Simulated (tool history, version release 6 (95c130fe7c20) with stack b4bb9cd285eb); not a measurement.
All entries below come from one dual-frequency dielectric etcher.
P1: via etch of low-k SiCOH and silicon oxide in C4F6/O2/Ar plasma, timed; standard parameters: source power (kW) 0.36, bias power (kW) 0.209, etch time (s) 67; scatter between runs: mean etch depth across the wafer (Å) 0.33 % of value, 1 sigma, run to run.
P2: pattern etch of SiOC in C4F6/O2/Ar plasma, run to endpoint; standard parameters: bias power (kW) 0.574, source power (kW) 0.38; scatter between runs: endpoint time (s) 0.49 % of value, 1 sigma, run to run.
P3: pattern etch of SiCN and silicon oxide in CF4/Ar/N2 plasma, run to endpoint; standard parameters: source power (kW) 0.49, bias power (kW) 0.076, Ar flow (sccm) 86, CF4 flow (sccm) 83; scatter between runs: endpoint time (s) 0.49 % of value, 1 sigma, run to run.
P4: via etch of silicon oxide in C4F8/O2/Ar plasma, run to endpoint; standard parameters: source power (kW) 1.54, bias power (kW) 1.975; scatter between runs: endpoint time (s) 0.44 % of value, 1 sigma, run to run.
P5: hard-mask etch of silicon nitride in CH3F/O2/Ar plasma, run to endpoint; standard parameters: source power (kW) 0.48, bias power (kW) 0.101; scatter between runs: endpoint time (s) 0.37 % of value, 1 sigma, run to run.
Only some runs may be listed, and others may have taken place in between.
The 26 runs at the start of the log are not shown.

| run | hour | process that ran | source power (kW) | bias power (kW) | etch time (s) | Ar flow (sccm) | CF4 flow (sccm) | mean etch depth across the wafer (Å) | endpoint time (s) |
|---|---|---|---|---|---|---|---|---|---|
| 27 | 193.9 | P1 | 0.36 | 0.282 | 67 |  |  | 2013.7 |  |
| 28 | 200.3 | P1 | 0.48 | 0.209 | 67 |  |  | 2046.1 |  |
| 29 | 206.6 | P3 | 0.49 | 0.076 |  | 86 | 83 |  | 13.266 |
| 30 | 216.1 | P2 | 0.38 | 0.697 |  |  |  |  | 13.962 |
| 31 | 225.8 | P4 | 1.54 | 1.975 |  |  |  |  | 344.49 |
| 32 | 235.2 | P4 | 1.06 | 1.975 |  |  |  |  | 399.41 |
| 33 | 242.1 | P1 | 0.36 | 0.209 | 67 |  |  | 1825.2 |  |
| 34 | 249.7 | P1 | 0.36 | 0.209 | 67 |  |  | 1821.9 |  |
| 35 | 258.9 | P1 | 0.36 | 0.209 | 67 |  |  | 1804.1 |  |
| 36 | 266.9 | P1 | 0.36 | 0.209 | 67 |  |  | 1805.6 |  |
| 37 | 273.2 | P1 | 0.36 | 0.209 | 67 |  |  | 1803 |  |
|  | 274.3 | wet clean of the chamber |
| 38 | 282.9 | P1 | 0.36 | 0.209 | 67 |  |  | 1792.7 |  |
| 39 | 289.1 | P1 | 0.36 | 0.209 | 67 |  |  | 1805.6 |  |
| 40 | 297 | P1 | 0.36 | 0.209 | 67 |  |  | 1795.6 |  |

Forecast run 41:
| 41 | 303.6 | P1 | 0.36 | 0.209 | 67 |  |  | ? |  |

{"run 41": {"mean etch depth across the wafer (Å)": 1792.8}}
